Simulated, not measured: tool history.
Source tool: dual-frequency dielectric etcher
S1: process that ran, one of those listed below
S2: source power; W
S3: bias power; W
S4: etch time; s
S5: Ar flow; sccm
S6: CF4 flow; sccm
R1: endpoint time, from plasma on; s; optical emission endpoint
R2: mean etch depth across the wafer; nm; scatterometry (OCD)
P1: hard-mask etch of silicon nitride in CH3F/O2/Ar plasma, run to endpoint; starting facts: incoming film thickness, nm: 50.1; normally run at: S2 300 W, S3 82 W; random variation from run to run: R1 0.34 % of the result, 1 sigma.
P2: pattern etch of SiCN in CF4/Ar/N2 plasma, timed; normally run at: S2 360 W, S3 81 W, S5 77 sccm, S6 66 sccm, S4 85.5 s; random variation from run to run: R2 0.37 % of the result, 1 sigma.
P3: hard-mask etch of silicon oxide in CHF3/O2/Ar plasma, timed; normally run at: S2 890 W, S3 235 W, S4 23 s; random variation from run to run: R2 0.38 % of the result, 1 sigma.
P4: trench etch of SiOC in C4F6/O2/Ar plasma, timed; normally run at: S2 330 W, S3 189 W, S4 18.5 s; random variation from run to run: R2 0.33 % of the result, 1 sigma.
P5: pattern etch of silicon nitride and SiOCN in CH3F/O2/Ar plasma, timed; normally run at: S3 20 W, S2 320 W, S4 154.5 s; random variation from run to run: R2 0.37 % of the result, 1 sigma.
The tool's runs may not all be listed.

| run | hour | S1 | S2 | S3 | S4 | S5 | S6 | R1 | R2 |
|---|---|---|---|---|---|---|---|---|---|
| 1 | 4.7 | P1 | 300 | 82 |  |  |  | 77.632 |  |
| 2 | 7.7 | P1 | 180 | 82 |  |  |  | 94.197 |  |
| 3 | 11.1 | P5 | 260 | 20 | 154.5 |  |  |  | 16.687 |
| 4 | 14 | P1 | 300 | 82 |  |  |  | 77.43 |  |
| 5 | 17.8 | P1 | 300 | 62 |  |  |  | 85.774 |  |
| 6 | 22.3 | P1 | 390 | 63 |  |  |  | 77.388 |  |
| 7 | 25 | P1 | 300 | 82 |  |  |  | 77.407 |  |
| 8 | 28.3 | P2 | 360 | 81 | 85.5 | 77 | 66 |  | 64.386 |
| 9 | 31 | P4 | 330 | 189 | 18.5 |  |  |  | 36.251 |
| 10 | 34.3 | P5 | 320 | 20 | 154.5 |  |  |  | 17.81 |
| 11 | 36.8 | P2 | 360 | 81 | 85.5 | 102 | 66 |  | 61.324 |
| 12 | 39.5 | P1 | 300 | 82 |  |  |  | 77.849 |  |
| 13 | 42.9 | P2 | 360 | 52 | 85.5 | 77 | 66 |  | 55.154 |
| 14 | 45.8 | P2 | 360 | 81 | 111 | 77 | 66 |  | 83.286 |
| 15 | 48.8 | P5 | 320 | 20 | 154.5 |  |  |  | 17.956 |
| 16 | 51.2 | P4 | 420 | 189 | 18.5 |  |  |  | 39.883 |
| 17 | 54.4 | P3 | 890 | 235 | 23 |  |  |  | 56.327 |
| 18 | 57 | P4 | 330 | 148 | 18.5 |  |  |  | 33.83 |
| 19 | 59.2 | P1 | 300 | 99 |  |  |  | 71.893 |  |
| 20 | 63.6 | P1 | 230 | 59 |  |  |  | 95.885 |  |
| 21 | 66.3 | P3 | 890 | 184 | 23 |  |  |  | 51.998 |
| 22 | 71.1 | P5 | 320 | 28 | 154.5 |  |  |  | 20.983 |
| 23 | 73.7 | P1 | 410 | 82 |  |  |  | 69.28 |  |
| 24 | 77.4 | P3 | 890 | 235 | 33.5 |  |  |  | 81.917 |
| 25 | 79.8 | P3 | 670 | 235 | 23 |  |  |  | 50.483 |
| 26 | 83 | P2 | 270 | 81 | 85.5 | 77 | 66 |  | 50.032 |
| 27 | 86.3 | P4 | 330 | 189 | 26 |  |  |  | 51.228 |
| 28 | 89.8 | P4 | 330 | 189 | 18.5 |  |  |  | 36.367 |
| 29 | 93.9 | P2 | 360 | 81 | 85.5 | 77 | 87 |  | 66.589 |
| 30 | 96.6 | P5 | 320 | 20 | 85 |  |  |  | 9.8733 |
| 31 | 101.5 | P2 | 360 | 81 | 85.5 | 77 | 66 |  | 63.969 |
| 32 | 106 | P1 | 400 | 66 |  |  |  | 75.255 |  |
| 33 | 110.2 | P1 | 300 | 82 |  |  |  | 78.055 |  |
| 34 | 114.9 | P1 | 300 | 82 |  |  |  | 77.126 |  |
| 35 | 119 | P1 | 300 | 82 |  |  |  | 76.596 |  |
| 36 | 123 | P1 | 300 | 82 |  |  |  | 76.453 |  |
| 37 | 126.8 | P1 | 300 | 82 |  |  |  | 76.38 |  |
| 38 | 129.8 | P1 | 300 | 82 |  |  |  | 76.654 |  |
|  | 131 | wet clean of the chamber |
| 39 | 133.7 | P1 | 300 | 82 |  |  |  | 76.013 |  |
| 40 | 137 | P1 | 300 | 82 |  |  |  | 76.212 |  |
| 41 | 141.5 | P1 | 300 | 82 |  |  |  | 76.43 |  |
| 42 | 144.4 | P1 | 300 | 82 |  |  |  | 76.298 |  |
| 43 | 148 | P1 | 300 | 82 |  |  |  | 75.981 |  |

Something has made what P1 gives creep away from where it was; the 2 causes below, each at its own stated size, fit the log equally well:
A: source power that arrives over what is set, % = 4.63
B: bias power that arrives over what is set, % = 4.79
Creep in the process output first set in at about hour 110.2.
What rules out each remaining cause:
chamber walls in a state that raises the etch rate, %: serviced at hour 131, after the change had begun; the process did not return to its earlier output

You are offered 4 check runs, listed below with question marks in place of their results; each one averages 2 wafers. Which run separates the listed causes by giving clearly different results for each?
| check 1 | 151.6 | P2 | 360 | 81 | 85.5 | 77 | 66 |  | ? |
| check 2 | 151.6 | P4 | 330 | 189 | 18.5 |  |  |  | ? |
| check 3 | 151.6 | P5 | 320 | 20 | 154.5 |  |  |  | ? |
| check 4 | 151.6 | P3 | 890 | 235 | 23 |  |  |  | ? |

Outcome of each check run for each possible cause:
| check | result | if A | if B |
|---|---|---|---|
| check 1 | R2 | 66.706 | 65.173 |
| check 2 | R2 | 37.014 | 36.931 |
| check 3 | R2 | 18.176 | 18.268 |
| check 4 | R2 | 57.25 | 57.194 |
Smallest distance between any two causes, each pair judged by its most separating result, in per cent: check 1 2.32 %; check 2 0.23 %; check 3 0.51 %; check 4 0.1 %
Only in check 1 would the causes give clearly different results; in the remaining checks their results would be nearly the same.

Then check 1 was run and gave: R2 66.276 nm. Which cause is it?

The correct cause is A, namely: source power that arrives over what is set, %.
